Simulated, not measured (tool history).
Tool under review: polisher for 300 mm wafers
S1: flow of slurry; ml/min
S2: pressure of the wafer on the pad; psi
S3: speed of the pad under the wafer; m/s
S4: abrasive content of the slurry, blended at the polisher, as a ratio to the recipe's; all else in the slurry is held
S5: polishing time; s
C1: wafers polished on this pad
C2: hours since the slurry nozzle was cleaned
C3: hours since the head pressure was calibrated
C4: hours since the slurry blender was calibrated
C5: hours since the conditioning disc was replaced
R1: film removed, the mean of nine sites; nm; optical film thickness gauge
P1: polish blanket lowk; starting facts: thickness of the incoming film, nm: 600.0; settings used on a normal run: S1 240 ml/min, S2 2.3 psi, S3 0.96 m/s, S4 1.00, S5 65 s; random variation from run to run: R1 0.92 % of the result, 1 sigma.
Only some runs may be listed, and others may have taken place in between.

| run | hour | S1 | S2 | S3 | S4 | S5 | C1 | C2 | C3 | C4 | C5 | R1 |
|---|---|---|---|---|---|---|---|---|---|---|---|---|
| 1 | 13.5 | 240 | 2.3 | 0.96 | 1.00 | 65 | 328 | 200.6 | 678.2 | 249.1 | 89.9 | 35.290 |
| 2 | 26.3 | 240 | 2.3 | 0.96 | 1.00 | 65 | 493 | 213.4 | 691.0 | 261.9 | 102.7 | 35.697 |
| 3 | 38.1 | 240 | 1.7 | 0.96 | 1.00 | 65 | 646 | 225.2 | 702.8 | 273.7 | 114.5 | 26.263 |
| 4 | 46.3 | 185 | 2.3 | 1.20 | 1.00 | 65 | 752 | 233.4 | 711.0 | 281.9 | 122.7 | 41.408 |
| 5 | 54.0 | 240 | 2.3 | 0.50 | 1.00 | 45 | 852 | 241.1 | 718.7 | 289.6 | 130.4 | 14.526 |
| 6 | 63.8 | 240 | 2.3 | 0.96 | 0.55 | 65 | 979 | 250.9 | 728.5 | 299.4 | 140.2 | 26.059 |
| 7 | 76.2 | 240 | 3.5 | 0.96 | 1.00 | 65 | 1139 | 263.3 | 740.9 | 311.8 | 152.6 | 53.779 |
| 8 | 85.4 | 145 | 2.3 | 0.96 | 1.00 | 65 | 1258 | 272.5 | 750.1 | 321.0 | 161.8 | 32.773 |
| 9 | 99.4 | 240 | 2.3 | 0.96 | 1.00 | 35 | 1439 | 286.5 | 764.1 | 335.0 | 175.8 | 19.308 |
| 10 | 106.4 | 240 | 2.3 | 0.96 | 1.00 | 101 | 1530 | 293.5 | 771.1 | 342.0 | 182.8 | 55.282 |
| 11 | 115.4 | 240 | 2.3 | 0.70 | 1.35 | 65 | 1646 | 302.5 | 780.1 | 351.0 | 191.8 | 30.439 |
| 12 | 128.2 | 240 | 2.3 | 0.96 | 1.00 | 65 | 1812 | 315.3 | 792.9 | 363.8 | 204.6 | 35.149 |
| 13 | 141.4 | 240 | 2.3 | 0.96 | 1.40 | 65 | 1983 | 328.5 | 806.1 | 377.0 | 217.8 | 40.836 |
| 14 | 154.1 | 240 | 2.3 | 0.96 | 1.00 | 65 | 2147 | 341.2 | 818.8 | 389.7 | 230.5 | 35.548 |
| 15 | 167.6 | 240 | 2.3 | 0.96 | 1.00 | 65 | 2322 | 354.7 | 832.3 | 403.2 | 244.0 | 35.993 |
| 16 | 176.1 | 240 | 2.3 | 0.96 | 1.00 | 65 | 2432 | 363.2 | 840.8 | 411.7 | 252.5 | 35.934 |
| 17 | 184.4 | 240 | 2.3 | 1.42 | 1.00 | 65 | 2539 | 371.5 | 849.1 | 420.0 | 260.8 | 48.605 |
| 18 | 194.2 | 330 | 2.3 | 0.96 | 1.00 | 65 | 2666 | 381.3 | 858.9 | 429.8 | 270.6 | 36.951 |
| 19 | 202.6 | 240 | 2.3 | 0.68 | 1.00 | 65 | 2775 | 389.7 | 867.3 | 438.2 | 279.0 | 27.306 |
| 20 | 215.1 | 240 | 2.3 | 0.96 | 1.00 | 65 | 2937 | 402.2 | 879.8 | 450.7 | 291.5 | 35.359 |
| 21 | 223.8 | 240 | 2.3 | 0.96 | 1.00 | 65 | 3049 | 410.9 | 888.5 | 459.4 | 300.2 | 33.641 |
| 22 | 230.6 | 240 | 2.3 | 0.96 | 1.00 | 65 | 3137 | 417.7 | 895.3 | 466.2 | 307.0 | 33.580 |
| 23 | 239.7 | 240 | 2.3 | 0.96 | 1.00 | 65 | 3255 | 426.8 | 904.4 | 475.3 | 316.1 | 32.404 |
| 24 | 252.8 | 240 | 2.3 | 0.96 | 1.00 | 65 | 3424 | 439.9 | 917.5 | 488.4 | 329.2 | 31.380 |
| 25 | 261.6 | 240 | 2.3 | 0.96 | 1.00 | 65 | 3538 | 448.7 | 926.3 | 497.2 | 338.0 | 31.628 |
| 26 | 268.2 | 240 | 2.3 | 0.96 | 1.00 | 65 | 3624 | 455.3 | 932.9 | 503.8 | 344.6 | 31.139 |
|  | 270.8 | head pressure recalibrated |
|  | 271.2 | conditioning disc replaced and pad reconditioned |
|  | 272.7 | slurry nozzle cleaned |
| 27 | 280.2 | 240 | 2.3 | 0.96 | 1.00 | 65 | 3779 | 7.5 | 9.5 | 515.8 | 9.1 | 30.780 |
| 28 | 293.1 | 240 | 2.3 | 0.96 | 1.00 | 65 | 3946 | 20.4 | 22.4 | 528.7 | 22.0 | 31.328 |
| 29 | 302.6 | 240 | 2.3 | 0.96 | 1.00 | 65 | 4069 | 29.9 | 31.9 | 538.2 | 31.5 | 31.082 |
| 30 | 314.6 | 240 | 2.3 | 0.96 | 1.00 | 65 | 4224 | 41.9 | 43.9 | 550.2 | 43.5 | 31.057 |

Compared with where it was, what P1 gives has crept away. Each cause listed below fits the log as well as the rest, at the size given for it:
A: removal rate lost through wear of the pad, % = 13.1
B: abrasive missing from the slurry, % = 24.9
At approximately hour 215.1, the process output began to creep.
The rest of the possible causes, and what rules out each one:
slurry flow missing at the pad, %: serviced at hour 272.7, after the drift had started, without restoring the earlier output
head's pressure below its setpoint, %: serviced at hour 270.8, after the drift had started, without restoring the earlier output
time polished since the conditioner stopped cutting, s: serviced at hour 271.2, after the drift had started, without restoring the earlier output

Which of the check runs below tells the causes apart, meaning the causes would give it clearly different results? Each run uses 5 wafers whose results are averaged, and each result is shown as a question mark.
| check 1 | 326.6 | 240 | 3.4 | 0.96 | 1.00 | 39 |  |  |  |  |  | ? |
| check 2 | 326.6 | 240 | 3.0 | 0.96 | 1.00 | 100 |  |  |  |  |  | ? |
| check 3 | 326.6 | 240 | 2.3 | 1.22 | 1.00 | 65 |  |  |  |  |  | ? |
| check 4 | 326.6 | 145 | 2.3 | 0.96 | 0.60 | 65 |  |  |  |  |  | ? |

If the cause were each of the candidates in turn, the checks would give the following:
| check | result | if A | if B |
|---|---|---|---|
| check 1 | R1 | 27.349 | 27.350 |
| check 2 | R1 | 61.876 | 61.878 |
| check 3 | R1 | 37.352 | 37.353 |
| check 4 | R1 | 22.024 | 21.248 |
Minimum pairwise separation of causes per check, each pair taken at its best-separating result: check 1 0 %; check 2 0 %; check 3 0 %; check 4 3.59 %
The other checks would show nearly matching results whichever cause is true, so check 4 is the only one that separates the causes.

Check 4 was carried out, with these results: R1 22.095 nm. Which of the listed causes is responsible?

The correct cause is A, namely: removal rate lost through wear of the pad, %.
